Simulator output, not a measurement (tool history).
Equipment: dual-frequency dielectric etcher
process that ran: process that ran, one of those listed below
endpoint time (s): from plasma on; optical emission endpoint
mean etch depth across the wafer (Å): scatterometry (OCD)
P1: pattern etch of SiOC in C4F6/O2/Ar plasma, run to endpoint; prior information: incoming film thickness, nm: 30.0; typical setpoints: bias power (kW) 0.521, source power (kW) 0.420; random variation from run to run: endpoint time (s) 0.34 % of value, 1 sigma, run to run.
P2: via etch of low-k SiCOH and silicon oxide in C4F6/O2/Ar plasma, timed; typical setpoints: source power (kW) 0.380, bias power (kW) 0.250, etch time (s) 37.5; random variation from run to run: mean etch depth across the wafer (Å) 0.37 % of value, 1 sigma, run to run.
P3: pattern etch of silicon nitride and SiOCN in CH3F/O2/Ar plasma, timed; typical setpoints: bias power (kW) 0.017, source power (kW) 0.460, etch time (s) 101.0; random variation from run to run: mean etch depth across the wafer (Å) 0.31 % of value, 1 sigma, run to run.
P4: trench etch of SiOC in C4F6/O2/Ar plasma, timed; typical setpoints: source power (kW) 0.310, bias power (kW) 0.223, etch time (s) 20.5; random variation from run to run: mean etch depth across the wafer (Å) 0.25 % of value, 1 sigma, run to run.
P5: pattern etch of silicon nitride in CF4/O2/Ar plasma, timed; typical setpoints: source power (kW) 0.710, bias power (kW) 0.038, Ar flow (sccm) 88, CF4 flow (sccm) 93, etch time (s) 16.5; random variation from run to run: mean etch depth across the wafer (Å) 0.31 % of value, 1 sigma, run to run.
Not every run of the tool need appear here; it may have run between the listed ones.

| run | hour | process that ran | bias power (kW) | source power (kW) | Ar flow (sccm) | CF4 flow (sccm) | etch time (s) | hours since the last wet clean | hours since the last bias power generator calibration | hours since the last source power generator calibration | endpoint time (s) | mean etch depth across the wafer (Å) |
|---|---|---|---|---|---|---|---|---|---|---|---|---|
| 1 | 13.0 | P1 | 0.521 | 0.420 |  |  |  | 272.9 | 1105.6 | 566.7 | 9.4999 |  |
| 2 | 19.8 | P5 | 0.038 | 0.710 | 88 | 93 | 16.5 | 279.7 | 1112.4 | 573.5 |  | 388.16 |
| 3 | 33.3 | P2 | 0.250 | 0.380 |  |  | 56.0 | 293.2 | 1125.9 | 587.0 |  | 1463.30 |
| 4 | 39.7 | P2 | 0.250 | 0.230 |  |  | 37.5 | 299.6 | 1132.3 | 593.4 |  | 806.14 |
| 5 | 52.6 | P2 | 0.350 | 0.380 |  |  | 37.5 | 312.5 | 1145.2 | 606.3 |  | 1106.50 |
| 6 | 59.1 | P5 | 0.038 | 0.510 | 88 | 93 | 16.5 | 319.0 | 1151.7 | 612.8 |  | 290.53 |
| 7 | 71.6 | P4 | 0.223 | 0.310 |  |  | 13.0 | 331.5 | 1164.2 | 625.3 |  | 264.86 |
| 8 | 82.9 | P5 | 0.038 | 0.710 | 124 | 93 | 16.5 | 342.8 | 1175.5 | 636.6 |  | 369.77 |
| 9 | 96.1 | P3 | 0.017 | 0.610 |  |  | 101.0 | 356.0 | 1188.7 | 649.8 |  | 140.83 |
| 10 | 106.3 | P1 | 0.373 | 0.490 |  |  |  | 366.2 | 1198.9 | 660.0 | 10.1950 |  |
| 11 | 116.2 | P4 | 0.223 | 0.310 |  |  | 20.5 | 376.1 | 1208.8 | 669.9 |  | 416.93 |
| 12 | 127.9 | P5 | 0.038 | 0.710 | 88 | 129 | 16.5 | 387.8 | 1220.5 | 681.6 |  | 404.73 |
| 13 | 135.5 | P4 | 0.223 | 0.310 |  |  | 20.5 | 395.4 | 1228.1 | 689.2 |  | 418.08 |
| 14 | 144.3 | P1 | 0.521 | 0.420 |  |  |  | 404.2 | 1236.9 | 698.0 | 9.5619 |  |
| 15 | 151.5 | P4 | 0.163 | 0.310 |  |  | 20.5 | 411.4 | 1244.1 | 705.2 |  | 377.59 |
| 16 | 161.7 | P1 | 0.521 | 0.420 |  |  |  | 421.6 | 1254.3 | 715.4 | 9.5459 |  |
| 17 | 173.3 | P1 | 0.521 | 0.420 |  |  |  | 433.2 | 1265.9 | 727.0 | 9.5730 |  |
| 18 | 182.0 | P1 | 0.652 | 0.420 |  |  |  | 441.9 | 1274.6 | 735.7 | 8.7517 |  |
| 19 | 195.9 | P1 | 0.521 | 0.300 |  |  |  | 455.8 | 1288.5 | 749.6 | 10.7310 |  |
| 20 | 204.5 | P3 | 0.017 | 0.460 |  |  | 101.0 | 464.4 | 1297.1 | 758.2 |  | 127.30 |
| 21 | 211.4 | P4 | 0.223 | 0.370 |  |  | 20.5 | 471.3 | 1304.0 | 765.1 |  | 446.67 |
| 22 | 222.2 | P1 | 0.521 | 0.420 |  |  |  | 482.1 | 1314.8 | 775.9 | 9.5574 |  |
| 23 | 235.9 | P5 | 0.038 | 0.710 | 88 | 93 | 11.5 | 495.8 | 1328.5 | 789.6 |  | 272.09 |
| 24 | 249.3 | P3 | 0.017 | 0.460 |  |  | 101.0 | 509.2 | 1341.9 | 803.0 |  | 126.38 |
| 25 | 263.2 | P3 | 0.017 | 0.460 |  |  | 148.0 | 523.1 | 1355.8 | 816.9 |  | 186.51 |
| 26 | 270.5 | P5 | 0.046 | 0.710 | 88 | 93 | 16.5 | 530.4 | 1363.1 | 824.2 |  | 416.08 |
| 27 | 278.7 | P1 | 0.521 | 0.550 |  |  |  | 538.6 | 1371.3 | 832.4 | 8.6145 |  |
| 28 | 292.2 | P5 | 0.038 | 0.710 | 88 | 93 | 16.5 | 552.1 | 1384.8 | 845.9 |  | 388.05 |
| 29 | 304.2 | P1 | 0.419 | 0.420 |  |  |  | 564.1 | 1396.8 | 857.9 | 10.3120 |  |
| 30 | 312.6 | P1 | 0.521 | 0.420 |  |  |  | 572.5 | 1405.2 | 866.3 | 9.5632 |  |
| 31 | 320.2 | P3 | 0.023 | 0.460 |  |  | 101.0 | 580.1 | 1412.8 | 873.9 |  | 144.20 |
| 32 | 332.8 | P2 | 0.250 | 0.380 |  |  | 37.5 | 592.7 | 1425.4 | 886.5 |  | 981.17 |
| 33 | 341.3 | P1 | 0.521 | 0.420 |  |  |  | 601.2 | 1433.9 | 895.0 | 9.5378 |  |
| 34 | 349.4 | P1 | 0.521 | 0.420 |  |  |  | 609.3 | 1442.0 | 903.1 | 9.4900 |  |
| 35 | 363.3 | P1 | 0.521 | 0.420 |  |  |  | 623.2 | 1455.9 | 917.0 | 9.4223 |  |
| 36 | 376.3 | P1 | 0.521 | 0.420 |  |  |  | 636.2 | 1468.9 | 930.0 | 9.4460 |  |
| 37 | 388.3 | P1 | 0.521 | 0.420 |  |  |  | 648.2 | 1480.9 | 942.0 | 9.4017 |  |
| 38 | 398.5 | P1 | 0.521 | 0.420 |  |  |  | 658.4 | 1491.1 | 952.2 | 9.4125 |  |
| 39 | 407.2 | P1 | 0.521 | 0.420 |  |  |  | 667.1 | 1499.8 | 960.9 | 9.3417 |  |
|  | 414.0 | wet clean of the chamber |
| 40 | 418.1 | P1 | 0.521 | 0.420 |  |  |  | 4.2 | 1510.7 | 971.8 | 9.4334 |  |
| 41 | 428.9 | P1 | 0.521 | 0.420 |  |  |  | 15.0 | 1521.5 | 982.6 | 9.3788 |  |
| 42 | 438.3 | P1 | 0.521 | 0.420 |  |  |  | 24.4 | 1530.9 | 992.0 | 9.3643 |  |

What P1 gives has crept away from where it was. These 2 causes fit the log equally well, each at the size given:
A: bias power that arrives over what is set, % = 4.75
B: source power that arrives over what is set, % = 4.85
The creep began at about hour 341.3.
Why every other cause is out:
chamber walls in a state that raises the etch rate, %: maintenance at hour 414.0, after the shift began, did not return the process to its former output

Consider the 4 single-wafer check runs listed below, results given as question marks: which one distinguishes between the causes by giving clearly different results for each?
| check 1 | 447.7 | P4 | 0.223 | 0.310 |  |  | 16.0 |  |  |  |  | ? |
| check 2 | 447.7 | P3 | 0.021 | 0.460 |  |  | 131.0 |  |  |  |  | ? |
| check 3 | 447.7 | P5 | 0.038 | 0.710 | 120 | 93 | 16.5 |  |  |  |  | ? |
| check 4 | 447.7 | P2 | 0.322 | 0.240 |  |  | 37.5 |  |  |  |  | ? |

Expected result of each check under each candidate cause:
| check | result | if A | if B |
|---|---|---|---|
| check 1 | mean etch depth across the wafer (Å) | 331.30 | 332.11 |
| check 2 | mean etch depth across the wafer (Å) | 183.70 | 183.02 |
| check 3 | mean etch depth across the wafer (Å) | 377.53 | 387.10 |
| check 4 | mean etch depth across the wafer (Å) | 913.51 | 914.21 |
Gap, in per cent, between the two causes that each check separates least, read from the result that separates them most: check 1 0.24 %; check 2 0.37 %; check 3 2.5 %; check 4 0.08 %
Check 3 tells the causes apart: in the others they would give nearly the same result.

Running check 3 produced the following: mean etch depth across the wafer (Å) 376.11. Which one of the listed causes fits?

The correct cause is A, namely: bias power that arrives over what is set, %.
